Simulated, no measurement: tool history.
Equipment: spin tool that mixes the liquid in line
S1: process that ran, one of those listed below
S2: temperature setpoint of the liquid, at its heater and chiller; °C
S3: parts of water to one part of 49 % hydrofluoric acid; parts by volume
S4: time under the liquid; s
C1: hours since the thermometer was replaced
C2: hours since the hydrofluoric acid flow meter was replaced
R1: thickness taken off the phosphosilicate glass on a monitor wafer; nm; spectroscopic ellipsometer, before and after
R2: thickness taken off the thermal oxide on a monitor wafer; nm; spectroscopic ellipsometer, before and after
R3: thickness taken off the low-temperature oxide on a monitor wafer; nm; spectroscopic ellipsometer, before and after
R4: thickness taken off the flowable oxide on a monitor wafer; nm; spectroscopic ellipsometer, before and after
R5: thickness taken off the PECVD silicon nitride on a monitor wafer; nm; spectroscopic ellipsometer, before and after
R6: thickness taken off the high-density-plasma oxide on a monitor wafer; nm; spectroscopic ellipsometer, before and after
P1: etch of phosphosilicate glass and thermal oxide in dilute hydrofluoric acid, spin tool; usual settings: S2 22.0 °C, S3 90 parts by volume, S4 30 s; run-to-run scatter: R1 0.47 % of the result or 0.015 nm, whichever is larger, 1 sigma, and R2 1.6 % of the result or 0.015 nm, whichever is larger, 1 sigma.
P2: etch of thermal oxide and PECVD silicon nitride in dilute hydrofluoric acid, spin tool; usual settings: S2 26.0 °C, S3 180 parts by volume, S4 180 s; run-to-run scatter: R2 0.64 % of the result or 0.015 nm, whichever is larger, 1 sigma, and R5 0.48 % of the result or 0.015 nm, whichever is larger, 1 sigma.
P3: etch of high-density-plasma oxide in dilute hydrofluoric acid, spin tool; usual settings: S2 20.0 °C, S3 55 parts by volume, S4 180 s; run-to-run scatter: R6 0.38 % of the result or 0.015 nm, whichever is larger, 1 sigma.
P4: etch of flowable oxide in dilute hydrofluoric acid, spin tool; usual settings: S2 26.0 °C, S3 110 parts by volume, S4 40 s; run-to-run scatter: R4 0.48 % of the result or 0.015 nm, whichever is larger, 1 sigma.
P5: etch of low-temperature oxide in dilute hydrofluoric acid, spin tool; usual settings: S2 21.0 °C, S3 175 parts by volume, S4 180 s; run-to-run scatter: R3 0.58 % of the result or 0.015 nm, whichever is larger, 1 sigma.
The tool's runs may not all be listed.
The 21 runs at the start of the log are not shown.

run   hour  S1    S2   S3   S4      C1      C2      R1       R2      R3       R4      R5       R6
 22  100.7  P1  22.0  135   50  1749.2  1129.4  26.110  1.46840
 23  104.6  P2  26.0  180  180  1753.1  1133.3          4.69240                   6.3963
 24  109.8  P1  27.5  130   30  1758.3  1138.5  20.153  1.14060
 25  115.4  P1  22.0   90   30  1763.9  1144.1  24.864  1.37720
 26  120.8  P3  20.0   55  180  1769.3  1149.5                                            14.9170
 27  125.6  P5  21.0   90  180  1774.1  1154.3                   33.459
 28  131.5  P4  26.0  110   40  1780.0  1160.2                           12.5780
 29  135.3  P3  17.0   55  180  1783.8  1164.0                                            13.0750
 30  141.7  P4  26.0  110   20  1790.2  1170.4                            6.2818
 31  146.5  P5  21.0  175  295  1795.0  1175.2                   25.472
 32  150.1  P2  26.0  180   65  1798.6  1178.8          1.69110                   2.3088
 33  155.5  P1  22.0   90   30  1804.0  1184.2  24.972  1.40540

Run 34, settings as shown, results not yet in. Your forecast:
 34  159.0  P1  22.0  90  30  1807.5  1187.7   ?   ?

R1: 24.129 nm
R2: 1.35010 nm
